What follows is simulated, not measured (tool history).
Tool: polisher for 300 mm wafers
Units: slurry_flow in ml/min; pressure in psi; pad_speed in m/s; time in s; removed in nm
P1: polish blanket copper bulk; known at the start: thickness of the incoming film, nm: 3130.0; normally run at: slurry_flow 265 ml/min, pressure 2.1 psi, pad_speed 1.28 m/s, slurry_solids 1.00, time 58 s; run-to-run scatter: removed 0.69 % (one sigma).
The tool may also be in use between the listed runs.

run	hour	slurry_flow	pressure	pad_speed	slurry_solids	time	wafers polished on this pad	hours since the slurry nozzle was cleaned	hours since the head pressure was calibrated	hours since the slurry blender was calibrated	removed
1	10.5	265	2.1	1.28	1.00	58	623	434.9	834.9	85.0	564.85
2	19.1	265	2.1	1.28	1.00	58	683	443.5	843.5	93.6	569.35
3	29.3	265	2.1	1.96	1.00	58	753	453.7	853.7	103.8	866.27
4	45.8	405	2.1	1.28	1.00	58	868	470.2	870.2	120.3	579.83
5	60.0	265	2.9	1.28	1.00	58	966	484.4	884.4	134.5	786.96
6	76.7	160	2.1	1.28	1.00	39	1082	501.1	901.1	151.2	358.54
7	87.7	265	2.1	1.28	1.00	31	1158	512.1	912.1	162.2	301.10
8	97.0	265	2.1	1.28	1.50	58	1222	521.4	921.4	171.5	617.77
9	109.3	265	2.1	0.58	1.00	58	1307	533.7	933.7	183.8	256.55
# hour 113.4: slurry blender recalibrated
10	117.4	265	2.1	1.28	1.00	58	1363	541.8	941.8	4.0	563.55
11	133.0	265	2.1	1.70	0.65	58	1472	557.4	957.4	19.6	686.42
12	141.2	265	2.1	1.28	1.00	58	1528	565.6	965.6	27.8	571.98
# hour 141.9: head pressure recalibrated
13	153.1	160	2.1	1.28	1.00	58	1611	577.5	11.3	39.7	527.45
14	161.0	160	2.1	1.28	0.80	58	1665	585.4	19.2	47.6	498.74
15	175.7	265	2.1	1.28	1.00	80	1767	600.1	33.9	62.3	791.29
16	189.6	265	2.1	1.28	1.00	58	1864	614.0	47.8	76.2	557.50
17	200.9	265	0.9	1.28	1.00	58	1942	625.3	59.1	87.5	242.13
18	211.7	265	2.1	1.28	0.60	58	2017	636.1	69.9	98.3	502.66
19	219.6	265	2.1	1.28	1.00	58	2071	644.0	77.8	106.2	558.79
20	228.5	265	2.1	1.28	1.00	58	2133	652.9	86.7	115.1	559.70
21	241.0	265	2.1	1.28	1.00	58	2220	665.4	99.2	127.6	544.83
# hour 247.0: head pressure recalibrated
# hour 248.4: slurry blender recalibrated
22	248.5	265	2.1	1.28	1.00	58	2272	672.9	1.6	0.1	535.53
23	260.1	265	2.1	1.28	1.00	58	2352	684.5	13.2	11.7	540.87
24	270.0	265	2.1	1.28	1.00	58	2420	694.4	23.1	21.6	535.69
25	281.8	265	2.1	1.28	1.00	58	2502	706.2	34.9	33.4	535.79

What P1 gives has crept away from where it was. These 2 causes fit the log equally well, each at the size given:
A: removal rate lost through wear of the pad, % = 5.37
B: slurry flow missing at the pad, % = 35.7
The creep began at about hour 219.6.
Why every other cause is out:
head's pressure below its setpoint, %: serviced at hour 247.0, which brought nothing back
abrasive missing from the slurry, %: serviced at hour 248.4, which brought nothing back

4 check runs are offered, each on 3 wafers whose results are averaged, their results left as question marks. Which one tells the causes apart?
check 1	293.6	265	1.7	1.28	1.45	58					?
check 2	293.6	160	2.1	1.28	1.00	58					?
check 3	293.6	265	1.4	0.98	1.00	58					?
check 4	293.6	265	1.2	1.28	1.00	58					?

What each check would give under each cause:
check	result	if A	if B
check 1	removed	469.77	469.79
check 2	removed	501.28	485.09
check 3	removed	273.06	273.07
check 4	removed	305.69	305.71
How far apart the two closest causes lie, in the result that separates them most: check 1 0 %; check 2 3.28 %; check 3 0 %; check 4 0 %
Only check 2 tells the causes apart: in the others they would give nearly the same result.

Check 2 was then run and gave: removed 483.63 nm. Which cause is it?

It is B: slurry flow missing at the pad, %.
